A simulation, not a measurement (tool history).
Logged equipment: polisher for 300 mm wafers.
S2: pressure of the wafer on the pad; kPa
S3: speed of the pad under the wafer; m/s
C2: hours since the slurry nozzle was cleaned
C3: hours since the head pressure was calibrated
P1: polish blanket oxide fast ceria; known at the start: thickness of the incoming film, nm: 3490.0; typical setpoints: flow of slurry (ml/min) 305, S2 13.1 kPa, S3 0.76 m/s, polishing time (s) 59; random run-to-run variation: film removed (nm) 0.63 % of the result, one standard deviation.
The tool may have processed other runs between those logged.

Run 1, hour 8.6: flow of slurry (ml/min) 305, S2 13.1 kPa, S3 0.76 m/s, polishing time (s) 59; wafers polished on this pad 534; C2 131.1; C3 295.6. Result: film removed (nm) 559.11.
Run 2, hour 14.5: flow of slurry (ml/min) 305, S2 13.1 kPa, S3 1.20 m/s, polishing time (s) 59; wafers polished on this pad 572; C2 137.0; C3 301.5. Result: film removed (nm) 884.90.
Run 3, hour 19.4: flow of slurry (ml/min) 305, S2 13.1 kPa, S3 0.76 m/s, polishing time (s) 59; wafers polished on this pad 604; C2 141.9; C3 306.4. Result: film removed (nm) 561.63.
Run 4, hour 25.2: flow of slurry (ml/min) 305, S2 17.2 kPa, S3 0.76 m/s, polishing time (s) 59; wafers polished on this pad 642; C2 147.7; C3 312.2. Result: film removed (nm) 735.22.
Run 5, hour 31.0: flow of slurry (ml/min) 185, S2 13.1 kPa, S3 0.76 m/s, polishing time (s) 83; wafers polished on this pad 679; C2 153.5; C3 318.0. Result: film removed (nm) 751.86.
Run 6, hour 36.5: flow of slurry (ml/min) 305, S2 13.1 kPa, S3 0.76 m/s, polishing time (s) 59; wafers polished on this pad 715; C2 159.0; C3 323.5. Result: film removed (nm) 566.66.
Run 7, hour 46.2: flow of slurry (ml/min) 305, S2 13.1 kPa, S3 0.38 m/s, polishing time (s) 59; wafers polished on this pad 778; C2 168.7; C3 333.2. Result: film removed (nm) 278.52.
Run 8, hour 56.3: flow of slurry (ml/min) 305, S2 20.0 kPa, S3 0.76 m/s, polishing time (s) 84; wafers polished on this pad 844; C2 178.8; C3 343.3. Result: film removed (nm) 1222.20.
Run 9, hour 66.6: flow of slurry (ml/min) 410, S2 13.1 kPa, S3 0.76 m/s, polishing time (s) 59; wafers polished on this pad 910; C2 189.1; C3 353.6. Result: film removed (nm) 574.36.
Run 10, hour 73.5: flow of slurry (ml/min) 305, S2 6.2 kPa, S3 0.76 m/s, polishing time (s) 59; wafers polished on this pad 955; C2 196.0; C3 360.5. Result: film removed (nm) 263.28.
Run 11, hour 79.9: flow of slurry (ml/min) 305, S2 13.1 kPa, S3 0.76 m/s, polishing time (s) 59; wafers polished on this pad 997; C2 202.4; C3 366.9. Result: film removed (nm) 562.38.
Run 12, hour 87.3: flow of slurry (ml/min) 305, S2 13.1 kPa, S3 0.76 m/s, polishing time (s) 59; wafers polished on this pad 1045; C2 209.8; C3 374.3. Result: film removed (nm) 557.76.
Run 13, hour 94.0: flow of slurry (ml/min) 200, S2 13.1 kPa, S3 1.04 m/s, polishing time (s) 59; wafers polished on this pad 1088; C2 216.5; C3 381.0. Result: film removed (nm) 732.18.
Run 14, hour 103.9: flow of slurry (ml/min) 185, S2 13.1 kPa, S3 0.76 m/s, polishing time (s) 59; wafers polished on this pad 1153; C2 226.4; C3 390.9. Result: film removed (nm) 531.47.
Run 15, hour 110.5: flow of slurry (ml/min) 305, S2 13.1 kPa, S3 0.76 m/s, polishing time (s) 27; wafers polished on this pad 1195; C2 233.0; C3 397.5. Result: film removed (nm) 259.33.
Run 16, hour 121.1: flow of slurry (ml/min) 305, S2 13.1 kPa, S3 0.76 m/s, polishing time (s) 87; wafers polished on this pad 1264; C2 243.6; C3 408.1. Result: film removed (nm) 828.09.
Run 17, hour 127.5: flow of slurry (ml/min) 305, S2 13.1 kPa, S3 0.76 m/s, polishing time (s) 59; wafers polished on this pad 1306; C2 250.0; C3 414.5. Result: film removed (nm) 561.10.
Run 18, hour 136.8: flow of slurry (ml/min) 305, S2 13.1 kPa, S3 0.76 m/s, polishing time (s) 59; wafers polished on this pad 1366; C2 259.3; C3 423.8. Result: film removed (nm) 557.61.
Run 19, hour 146.6: flow of slurry (ml/min) 305, S2 13.1 kPa, S3 0.76 m/s, polishing time (s) 59; wafers polished on this pad 1430; C2 269.1; C3 433.6. Result: film removed (nm) 549.19.
Run 20, hour 152.9: flow of slurry (ml/min) 305, S2 13.1 kPa, S3 0.76 m/s, polishing time (s) 59; wafers polished on this pad 1470; C2 275.4; C3 439.9. Result: film removed (nm) 543.55.
Run 21, hour 161.1: flow of slurry (ml/min) 305, S2 13.1 kPa, S3 0.76 m/s, polishing time (s) 59; wafers polished on this pad 1524; C2 283.6; C3 448.1. Result: film removed (nm) 540.81.
At hour 164.3: head pressure recalibrated.
Run 22, hour 167.9: flow of slurry (ml/min) 305, S2 13.1 kPa, S3 0.76 m/s, polishing time (s) 59; wafers polished on this pad 1568; C2 290.4; C3 3.6. Result: film removed (nm) 544.77.
Run 23, hour 177.8: flow of slurry (ml/min) 305, S2 13.1 kPa, S3 0.76 m/s, polishing time (s) 59; wafers polished on this pad 1632; C2 300.3; C3 13.5. Result: film removed (nm) 538.12.
Run 24, hour 185.7: flow of slurry (ml/min) 305, S2 13.1 kPa, S3 0.76 m/s, polishing time (s) 59; wafers polished on this pad 1683; C2 308.2; C3 21.4. Result: film removed (nm) 541.22.

Predict the results of run 25:
Run 25, hour 194.1: flow of slurry (ml/min) 305, S2 13.1 kPa, S3 0.76 m/s, polishing time (s) 59; wafers polished on this pad 1738; C2 316.6; C3 29.8. Result: film removed (nm) ?.

Run 25 measured film removed (nm) 537.73.
